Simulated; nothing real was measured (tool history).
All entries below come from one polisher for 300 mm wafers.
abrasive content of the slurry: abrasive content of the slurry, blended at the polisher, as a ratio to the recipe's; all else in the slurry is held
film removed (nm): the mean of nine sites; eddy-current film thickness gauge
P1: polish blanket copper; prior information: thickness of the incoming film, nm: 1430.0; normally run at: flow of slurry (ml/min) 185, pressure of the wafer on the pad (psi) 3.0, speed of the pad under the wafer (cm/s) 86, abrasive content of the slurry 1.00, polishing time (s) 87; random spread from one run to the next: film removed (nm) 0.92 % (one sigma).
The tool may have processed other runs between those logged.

| run | hour | flow of slurry (ml/min) | pressure of the wafer on the pad (psi) | speed of the pad under the wafer (cm/s) | abrasive content of the slurry | polishing time (s) | wafers polished on this pad | hours since the slurry nozzle was cleaned | hours since the head pressure was calibrated | hours since the slurry blender was calibrated | film removed (nm) |
|---|---|---|---|---|---|---|---|---|---|---|---|
| 1 | 4.0 | 185 | 3.0 | 86 | 1.00 | 87 | 136 | 125.5 | 308.4 | 37.5 | 237.31 |
| 2 | 6.9 | 185 | 4.5 | 86 | 1.00 | 87 | 160 | 128.4 | 311.3 | 40.4 | 355.94 |
| 3 | 10.0 | 185 | 3.0 | 86 | 1.45 | 87 | 186 | 131.5 | 314.4 | 43.5 | 254.31 |
| 4 | 12.3 | 185 | 3.0 | 86 | 1.00 | 87 | 205 | 133.8 | 316.7 | 45.8 | 236.57 |
| 5 | 15.1 | 185 | 3.0 | 86 | 1.00 | 45 | 228 | 136.6 | 319.5 | 48.6 | 121.18 |
| 6 | 18.4 | 185 | 3.0 | 122 | 1.00 | 87 | 256 | 139.9 | 322.8 | 51.9 | 335.09 |
| 7 | 20.6 | 185 | 3.0 | 86 | 1.00 | 87 | 274 | 142.1 | 325.0 | 54.1 | 235.46 |
| 8 | 25.5 | 185 | 3.0 | 86 | 1.00 | 87 | 315 | 147.0 | 329.9 | 59.0 | 236.93 |
| 9 | 30.2 | 185 | 3.0 | 86 | 1.00 | 135 | 354 | 151.7 | 334.6 | 63.7 | 370.92 |
| 10 | 32.9 | 185 | 3.0 | 86 | 0.70 | 87 | 376 | 154.4 | 337.3 | 66.4 | 221.86 |
| 11 | 37.3 | 285 | 3.0 | 86 | 1.00 | 87 | 413 | 158.8 | 341.7 | 70.8 | 248.52 |
| 12 | 41.0 | 110 | 3.0 | 86 | 1.00 | 87 | 443 | 162.5 | 345.4 | 74.5 | 214.47 |
| 13 | 44.4 | 185 | 3.0 | 38 | 1.00 | 87 | 472 | 165.9 | 348.8 | 77.9 | 101.98 |
| 14 | 49.0 | 185 | 2.1 | 86 | 1.00 | 87 | 510 | 170.5 | 353.4 | 82.5 | 163.58 |
| 15 | 51.2 | 280 | 1.9 | 86 | 1.00 | 87 | 528 | 172.7 | 355.6 | 84.7 | 157.06 |
| 16 | 53.5 | 185 | 3.0 | 86 | 1.00 | 87 | 547 | 175.0 | 357.9 | 87.0 | 233.49 |
| 17 | 56.6 | 185 | 3.0 | 86 | 1.00 | 87 | 573 | 178.1 | 361.0 | 90.1 | 238.38 |
| 18 | 59.7 | 185 | 3.0 | 86 | 1.00 | 87 | 599 | 181.2 | 364.1 | 93.2 | 230.18 |
| 19 | 63.5 | 185 | 3.0 | 86 | 1.00 | 87 | 630 | 185.0 | 367.9 | 97.0 | 224.06 |
| 20 | 65.7 | 185 | 3.0 | 86 | 1.00 | 87 | 648 | 187.2 | 370.1 | 99.2 | 222.56 |
|  | 66.8 | head pressure recalibrated |
| 21 | 68.2 | 185 | 3.0 | 86 | 1.00 | 87 | 669 | 189.7 | 1.5 | 101.7 | 219.65 |
|  | 68.5 | slurry blender recalibrated |
| 22 | 71.2 | 185 | 3.0 | 86 | 1.00 | 87 | 694 | 192.7 | 4.5 | 2.8 | 216.90 |
| 23 | 74.3 | 185 | 3.0 | 86 | 1.00 | 87 | 720 | 195.8 | 7.6 | 5.9 | 217.03 |
| 24 | 76.5 | 185 | 3.0 | 86 | 1.00 | 87 | 738 | 198.0 | 9.8 | 8.1 | 218.13 |

P1 has crept away from where it was. The log is fitted equally well by each of these 2 causes, at the sizes shown:
A: removal rate lost through wear of the pad, % = 7.56
B: slurry flow missing at the pad, % = 36.1
Onset of the creep was near hour 56.6.
What rules out each remaining cause:
head's pressure below its setpoint, %: serviced at hour 66.8, after the drift had started, without restoring the earlier output
abrasive missing from the slurry, %: serviced at hour 68.5, after the drift had started, without restoring the earlier output

The list below offers 4 check runs, each averaging the results of 2 wafers, and shows each result as a question mark. For which of them would the listed causes give clearly different results?
| check 1 | 78.7 | 185 | 3.0 | 108 | 1.00 | 87 |  |  |  |  | ? |
| check 2 | 78.7 | 185 | 3.0 | 52 | 1.00 | 57 |  |  |  |  | ? |
| check 3 | 78.7 | 110 | 3.0 | 86 | 1.00 | 87 |  |  |  |  | ? |
| check 4 | 78.7 | 185 | 3.0 | 110 | 1.00 | 118 |  |  |  |  | ? |

What each check would give under each cause:
| check | result | if A | if B |
|---|---|---|---|
| check 1 | film removed (nm) | 274.490 | 274.470 |
| check 2 | film removed (nm) | 86.589 | 86.581 |
| check 3 | film removed (nm) | 198.840 | 189.800 |
| check 4 | film removed (nm) | 379.190 | 379.160 |
How far apart the two closest causes lie, in the result that separates them most: check 1 0.01 %; check 2 0.01 %; check 3 4.65 %; check 4 0.01 %
Check 3 distinguishes between the causes, while the remaining checks would return nearly the same result for all of them.

Running check 3 produced the following: film removed (nm) 198.310. Which one of the listed causes fits?

It was cause A: removal rate lost through wear of the pad, %.

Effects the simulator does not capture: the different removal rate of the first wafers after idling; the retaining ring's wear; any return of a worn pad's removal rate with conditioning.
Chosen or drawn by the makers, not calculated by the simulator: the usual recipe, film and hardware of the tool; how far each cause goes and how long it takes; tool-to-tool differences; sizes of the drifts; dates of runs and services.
